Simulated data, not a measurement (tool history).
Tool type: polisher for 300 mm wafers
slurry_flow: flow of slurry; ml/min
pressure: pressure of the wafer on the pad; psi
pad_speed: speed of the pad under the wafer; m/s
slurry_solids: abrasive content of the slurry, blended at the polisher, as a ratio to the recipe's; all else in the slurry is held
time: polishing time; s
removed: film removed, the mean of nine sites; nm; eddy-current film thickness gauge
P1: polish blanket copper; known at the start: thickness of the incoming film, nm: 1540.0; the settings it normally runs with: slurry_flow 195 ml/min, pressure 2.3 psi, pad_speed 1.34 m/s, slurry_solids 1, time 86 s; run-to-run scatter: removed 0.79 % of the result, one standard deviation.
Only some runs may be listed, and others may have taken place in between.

{"run": 1, "hour": 15.9, "slurry_flow": 195, "pressure": 2.3, "pad_speed": 1.34, "slurry_solids": 1, "time": 86, "removed": 274.58}
{"run": 2, "hour": 25.4, "slurry_flow": 195, "pressure": 3.6, "pad_speed": 1.34, "slurry_solids": 1, "time": 86, "removed": 431.68}
{"run": 3, "hour": 38.5, "slurry_flow": 195, "pressure": 2.3, "pad_speed": 1.34, "slurry_solids": 1, "time": 39, "removed": 124.98}
{"run": 4, "hour": 49.8, "slurry_flow": 195, "pressure": 2.3, "pad_speed": 1.34, "slurry_solids": 1, "time": 86, "removed": 274.49}
{"hour": 55.7, "done": "head pressure recalibrated"}
{"run": 5, "hour": 67.2, "slurry_flow": 195, "pressure": 2.3, "pad_speed": 1.34, "slurry_solids": 1, "time": 86, "removed": 274.33}
{"run": 6, "hour": 76.6, "slurry_flow": 195, "pressure": 2.3, "pad_speed": 1.34, "slurry_solids": 1, "time": 86, "removed": 270.64}
{"run": 7, "hour": 84.4, "slurry_flow": 195, "pressure": 2.3, "pad_speed": 1.34, "slurry_solids": 1.3, "time": 86, "removed": 287.88}
{"run": 8, "hour": 96.7, "slurry_flow": 195, "pressure": 2.3, "pad_speed": 0.64, "slurry_solids": 1, "time": 86, "removed": 130.73}
{"run": 9, "hour": 112.1, "slurry_flow": 195, "pressure": 2.3, "pad_speed": 1.34, "slurry_solids": 1, "time": 136, "removed": 432.19}
{"run": 10, "hour": 125.9, "slurry_flow": 115, "pressure": 2.3, "pad_speed": 1.34, "slurry_solids": 1, "time": 86, "removed": 251.4}
{"run": 11, "hour": 138.1, "slurry_flow": 250, "pressure": 2.3, "pad_speed": 1.34, "slurry_solids": 1, "time": 86, "removed": 282.75}
{"run": 12, "hour": 152.0, "slurry_flow": 115, "pressure": 2.3, "pad_speed": 0.7, "slurry_solids": 1, "time": 86, "removed": 128.89}
{"run": 13, "hour": 168.7, "slurry_flow": 195, "pressure": 2.3, "pad_speed": 1.34, "slurry_solids": 0.65, "time": 86, "removed": 252.51}
{"hour": 172.4, "done": "slurry nozzle cleaned"}
{"run": 14, "hour": 182.6, "slurry_flow": 195, "pressure": 2.3, "pad_speed": 1.76, "slurry_solids": 1, "time": 86, "removed": 364.26}
{"run": 15, "hour": 196.3, "slurry_flow": 195, "pressure": 2.3, "pad_speed": 1.34, "slurry_solids": 1, "time": 86, "removed": 272.48}
{"run": 16, "hour": 213.5, "slurry_flow": 195, "pressure": 1.1, "pad_speed": 1.34, "slurry_solids": 1, "time": 86, "removed": 131.58}
{"run": 17, "hour": 222.7, "slurry_flow": 195, "pressure": 2.3, "pad_speed": 1.34, "slurry_solids": 1, "time": 86, "removed": 273.28}
{"run": 18, "hour": 237.1, "slurry_flow": 195, "pressure": 2.3, "pad_speed": 1.34, "slurry_solids": 1, "time": 86, "removed": 273.08}
{"run": 19, "hour": 254.9, "slurry_flow": 195, "pressure": 2.3, "pad_speed": 1.34, "slurry_solids": 1, "time": 86, "removed": 266.75}

What does the tool deliver on the next run?
{"hour": 269.6, "done": "worn pad replaced by a new one"}
{"run": 20, "hour": 271.6, "slurry_flow": 195, "pressure": 2.3, "pad_speed": 1.34, "slurry_solids": 1, "time": 86, "removed": "?"}

{"run 20": {"removed": 261.24}}
